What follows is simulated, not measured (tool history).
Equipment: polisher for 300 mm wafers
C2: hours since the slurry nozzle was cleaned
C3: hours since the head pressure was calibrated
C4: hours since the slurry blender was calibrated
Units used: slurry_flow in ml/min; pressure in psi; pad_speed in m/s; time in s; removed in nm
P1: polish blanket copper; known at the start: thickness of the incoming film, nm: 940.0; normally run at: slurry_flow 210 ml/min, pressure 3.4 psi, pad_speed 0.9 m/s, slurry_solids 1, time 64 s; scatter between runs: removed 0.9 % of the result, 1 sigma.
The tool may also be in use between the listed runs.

{"run": 1, "day": 0.521, "slurry_flow": 210, "pressure": 3.4, "pad_speed": 0.9, "slurry_solids": 1, "time": 64, "wafers polished on this pad": 490, "C2": 112.6, "C3": 465, "C4": 159.8, "removed": 234.49}
{"run": 2, "day": 0.862, "slurry_flow": 210, "pressure": 3.4, "pad_speed": 0.9, "slurry_solids": 1, "time": 64, "wafers polished on this pad": 571, "C2": 120.8, "C3": 473.2, "C4": 168, "removed": 230}
{"run": 3, "day": 1.325, "slurry_flow": 275, "pressure": 3.4, "pad_speed": 0.9, "slurry_solids": 1, "time": 64, "wafers polished on this pad": 680, "C2": 131.9, "C3": 484.3, "C4": 179.1, "removed": 237.72}
{"run": 4, "day": 1.733, "slurry_flow": 130, "pressure": 3.4, "pad_speed": 0.9, "slurry_solids": 1, "time": 64, "wafers polished on this pad": 776, "C2": 141.7, "C3": 494.1, "C4": 188.9, "removed": 213.56}
{"run": 5, "day": 2.242, "slurry_flow": 210, "pressure": 4.6, "pad_speed": 0.9, "slurry_solids": 1, "time": 64, "wafers polished on this pad": 896, "C2": 153.9, "C3": 506.3, "C4": 201.1, "removed": 314.31}
{"run": 6, "day": 2.633, "slurry_flow": 210, "pressure": 3.4, "pad_speed": 0.5, "slurry_solids": 1, "time": 64, "wafers polished on this pad": 989, "C2": 163.3, "C3": 515.7, "C4": 210.5, "removed": 129.14}
{"run": 7, "day": 3.033, "slurry_flow": 150, "pressure": 1.7, "pad_speed": 0.9, "slurry_solids": 1, "time": 64, "wafers polished on this pad": 1084, "C2": 172.9, "C3": 525.3, "C4": 220.1, "removed": 110.06}
{"run": 8, "day": 3.458, "slurry_flow": 210, "pressure": 3.4, "pad_speed": 0.9, "slurry_solids": 1, "time": 64, "wafers polished on this pad": 1184, "C2": 183.1, "C3": 535.5, "C4": 230.3, "removed": 231.93}
{"run": 9, "day": 3.829, "slurry_flow": 210, "pressure": 3.4, "pad_speed": 0.9, "slurry_solids": 1, "time": 64, "wafers polished on this pad": 1272, "C2": 192, "C3": 544.4, "C4": 239.2, "removed": 232.23}
{"run": 10, "day": 4.279, "slurry_flow": 295, "pressure": 3.4, "pad_speed": 0.9, "slurry_solids": 1, "time": 87, "wafers polished on this pad": 1378, "C2": 202.8, "C3": 555.2, "C4": 250, "removed": 328.09}
{"run": 11, "day": 4.717, "slurry_flow": 210, "pressure": 3.4, "pad_speed": 0.9, "slurry_solids": 1, "time": 82, "wafers polished on this pad": 1482, "C2": 213.3, "C3": 565.7, "C4": 260.5, "removed": 298.18}
{"run": 12, "day": 5.046, "slurry_flow": 210, "pressure": 2.5, "pad_speed": 0.9, "slurry_solids": 1, "time": 64, "wafers polished on this pad": 1559, "C2": 221.2, "C3": 573.6, "C4": 268.4, "removed": 170.29}
{"run": 13, "day": 5.45, "slurry_flow": 210, "pressure": 3.4, "pad_speed": 0.9, "slurry_solids": 0.55, "time": 64, "wafers polished on this pad": 1655, "C2": 230.9, "C3": 583.3, "C4": 278.1, "removed": 205.69}
{"run": 14, "day": 5.8, "slurry_flow": 210, "pressure": 3.4, "pad_speed": 0.9, "slurry_solids": 1, "time": 37, "wafers polished on this pad": 1738, "C2": 239.3, "C3": 591.7, "C4": 286.5, "removed": 131.92}
{"run": 15, "day": 6.162, "slurry_flow": 210, "pressure": 3.4, "pad_speed": 1.42, "slurry_solids": 1, "time": 64, "wafers polished on this pad": 1823, "C2": 248, "C3": 600.4, "C4": 295.2, "removed": 364.53}
{"day": 6.446, "done": "slurry blender recalibrated"}
{"run": 16, "day": 6.6, "slurry_flow": 210, "pressure": 3.4, "pad_speed": 0.9, "slurry_solids": 1.4, "time": 64, "wafers polished on this pad": 1927, "C2": 258.5, "C3": 610.9, "C4": 3.8, "removed": 245.8}

Run 17 comes next. What will it give?
{"run": 17, "day": 6.904, "slurry_flow": 210, "pressure": 3.4, "pad_speed": 0.9, "slurry_solids": 1, "time": 64, "wafers polished on this pad": 1999, "C2": 265.8, "C3": 618.2, "C4": 11.1, "removed": "?"}

{"run 17": {"removed": 233.24}}
